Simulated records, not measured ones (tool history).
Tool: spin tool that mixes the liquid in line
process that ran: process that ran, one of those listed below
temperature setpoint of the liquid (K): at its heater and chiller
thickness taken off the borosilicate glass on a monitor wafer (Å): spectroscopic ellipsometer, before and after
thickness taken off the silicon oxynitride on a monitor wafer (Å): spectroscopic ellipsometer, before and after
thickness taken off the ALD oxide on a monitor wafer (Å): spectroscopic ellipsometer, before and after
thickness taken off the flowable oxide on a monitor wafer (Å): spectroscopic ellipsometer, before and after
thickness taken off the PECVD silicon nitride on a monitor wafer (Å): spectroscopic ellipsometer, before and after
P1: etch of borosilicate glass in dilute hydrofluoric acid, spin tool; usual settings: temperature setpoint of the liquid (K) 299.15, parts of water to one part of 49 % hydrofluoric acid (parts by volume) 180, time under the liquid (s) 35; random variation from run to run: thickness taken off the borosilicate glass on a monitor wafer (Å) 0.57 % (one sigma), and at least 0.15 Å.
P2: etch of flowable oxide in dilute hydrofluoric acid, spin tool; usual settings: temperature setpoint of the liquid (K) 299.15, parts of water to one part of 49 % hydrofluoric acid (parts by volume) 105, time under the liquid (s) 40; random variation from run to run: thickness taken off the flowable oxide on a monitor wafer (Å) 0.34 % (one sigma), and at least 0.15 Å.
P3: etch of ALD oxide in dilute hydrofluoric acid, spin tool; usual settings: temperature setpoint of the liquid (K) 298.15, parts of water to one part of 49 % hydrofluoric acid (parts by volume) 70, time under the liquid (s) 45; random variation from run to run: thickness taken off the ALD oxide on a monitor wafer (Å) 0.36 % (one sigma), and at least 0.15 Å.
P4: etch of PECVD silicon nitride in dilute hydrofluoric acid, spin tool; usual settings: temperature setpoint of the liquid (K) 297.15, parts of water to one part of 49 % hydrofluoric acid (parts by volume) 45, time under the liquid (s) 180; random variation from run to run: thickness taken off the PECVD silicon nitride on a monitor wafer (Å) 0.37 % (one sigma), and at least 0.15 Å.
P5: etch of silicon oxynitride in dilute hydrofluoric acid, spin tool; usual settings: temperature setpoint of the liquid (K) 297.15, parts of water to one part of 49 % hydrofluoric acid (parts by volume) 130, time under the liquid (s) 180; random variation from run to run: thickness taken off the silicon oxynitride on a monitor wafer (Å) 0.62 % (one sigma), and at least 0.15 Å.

run	hour	process that ran	temperature setpoint of the liquid (K)	parts of water to one part of 49 % hydrofluoric acid (parts by volume)	time under the liquid (s)	thickness taken off the borosilicate glass on a monitor wafer (Å)	thickness taken off the silicon oxynitride on a monitor wafer (Å)	thickness taken off the ALD oxide on a monitor wafer (Å)	thickness taken off the flowable oxide on a monitor wafer (Å)	thickness taken off the PECVD silicon nitride on a monitor wafer (Å)
1	11.2	P1	299.15	180	35	57.785				
2	20.2	P1	299.15	180	15	25.015				
3	34.0	P5	297.15	130	180		38.9240			
4	50.4	P3	298.15	70	45			208.910		
5	60.7	P2	299.15	180	40				52.627	
6	69.8	P5	297.15	130	15		3.1438			
7	81.1	P1	299.15	180	35	57.876				
8	92.7	P5	297.15	130	180		38.4630			
9	108.9	P2	299.15	105	40				99.101	
10	120.3	P5	305.15	130	180		55.4200			
11	132.2	P2	299.15	105	15				37.265	
12	148.2	P1	299.15	180	35	57.397				
13	164.7	P4	297.15	20	180					184.040
14	174.5	P4	303.65	45	180					128.390
15	190.6	P3	298.15	70	15			70.197		
16	207.6	P4	297.15	45	30					13.911
17	221.6	P2	299.15	105	40				99.095	
18	234.9	P1	299.15	180	35	57.612				
# hour 237.7: hydrofluoric acid flow meter replaced
19	249.8	P3	298.15	115	45			120.180		
20	266.4	P1	303.65	180	35	67.714				
21	277.6	P1	299.15	180	60	97.097				
22	288.3	P1	306.65	180	15	32.339				

Forecast run 23:
23	300.9	P2	305.65	105	40				?	

{"run 23": {"thickness taken off the flowable oxide on a monitor wafer (Å)": 126.22}}

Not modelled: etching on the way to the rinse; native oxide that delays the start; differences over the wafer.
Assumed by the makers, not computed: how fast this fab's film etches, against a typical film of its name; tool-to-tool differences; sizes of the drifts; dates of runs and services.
